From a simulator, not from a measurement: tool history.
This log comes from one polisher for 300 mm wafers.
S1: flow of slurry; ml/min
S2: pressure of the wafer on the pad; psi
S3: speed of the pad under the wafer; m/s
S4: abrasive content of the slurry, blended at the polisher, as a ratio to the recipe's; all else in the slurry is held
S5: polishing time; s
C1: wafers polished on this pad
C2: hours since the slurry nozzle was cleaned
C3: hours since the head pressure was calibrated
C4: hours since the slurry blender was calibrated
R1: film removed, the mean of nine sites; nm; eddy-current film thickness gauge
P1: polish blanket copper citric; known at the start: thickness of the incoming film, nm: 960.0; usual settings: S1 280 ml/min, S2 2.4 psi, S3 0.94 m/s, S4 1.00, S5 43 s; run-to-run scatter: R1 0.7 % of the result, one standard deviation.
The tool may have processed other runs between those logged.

| run | hour | S1 | S2 | S3 | S4 | S5 | C1 | C2 | C3 | C4 | R1 |
|---|---|---|---|---|---|---|---|---|---|---|---|
| 1 | 9.6 | 280 | 2.4 | 0.94 | 1.00 | 43 | 347 | 276.6 | 375.2 | 142.0 | 62.066 |
| 2 | 18.7 | 280 | 1.8 | 0.94 | 1.00 | 43 | 440 | 285.7 | 384.3 | 151.1 | 47.079 |
| 3 | 30.1 | 280 | 2.4 | 0.94 | 1.00 | 43 | 557 | 297.1 | 395.7 | 162.5 | 63.075 |
|  | 34.3 | slurry nozzle cleaned |
| 4 | 42.3 | 280 | 2.4 | 0.94 | 1.00 | 43 | 681 | 8.1 | 407.9 | 174.7 | 62.178 |
| 5 | 52.8 | 195 | 2.4 | 0.94 | 0.80 | 43 | 788 | 18.6 | 418.4 | 185.2 | 57.147 |
| 6 | 64.3 | 280 | 2.4 | 0.48 | 1.00 | 43 | 906 | 30.1 | 429.9 | 196.7 | 33.349 |
| 7 | 75.4 | 280 | 2.4 | 0.94 | 1.00 | 20 | 1019 | 41.2 | 441.0 | 207.8 | 29.189 |
| 8 | 82.6 | 280 | 3.7 | 0.94 | 1.00 | 43 | 1092 | 48.4 | 448.2 | 215.0 | 95.447 |
| 9 | 93.3 | 385 | 2.4 | 0.94 | 1.00 | 43 | 1202 | 59.1 | 458.9 | 225.7 | 64.287 |
| 10 | 101.2 | 280 | 2.4 | 0.94 | 1.35 | 43 | 1282 | 67.0 | 466.8 | 233.6 | 66.343 |
| 11 | 106.8 | 280 | 2.4 | 0.94 | 1.00 | 43 | 1339 | 72.6 | 472.4 | 239.2 | 62.294 |
| 12 | 114.7 | 280 | 2.4 | 0.94 | 1.00 | 43 | 1420 | 80.5 | 480.3 | 247.1 | 62.103 |
| 13 | 122.7 | 280 | 2.4 | 0.94 | 0.65 | 43 | 1502 | 88.5 | 488.3 | 255.1 | 57.190 |
| 14 | 135.0 | 280 | 2.4 | 1.38 | 1.00 | 43 | 1627 | 100.8 | 500.6 | 267.4 | 90.293 |
| 15 | 147.0 | 280 | 2.4 | 0.94 | 1.00 | 65 | 1750 | 112.8 | 512.6 | 279.4 | 93.804 |
| 16 | 157.9 | 170 | 2.4 | 0.72 | 1.00 | 43 | 1861 | 123.7 | 523.5 | 290.3 | 44.597 |
| 17 | 168.7 | 280 | 2.4 | 1.20 | 1.25 | 43 | 1971 | 134.5 | 534.3 | 301.1 | 82.505 |
|  | 170.7 | worn pad replaced by a new one |
| 18 | 181.0 | 170 | 2.4 | 0.94 | 1.00 | 43 | 105 | 146.8 | 546.6 | 313.4 | 58.466 |
| 19 | 193.2 | 280 | 2.4 | 0.94 | 1.00 | 43 | 230 | 159.0 | 558.8 | 325.6 | 62.191 |
| 20 | 204.5 | 280 | 2.4 | 0.94 | 1.00 | 43 | 345 | 170.3 | 570.1 | 336.9 | 60.803 |

What will run 21 give?
| 21 | 216.2 | 280 | 2.4 | 0.94 | 1.00 | 43 | 464 | 182.0 | 581.8 | 348.6 | ? |

R1: 60.175 nm
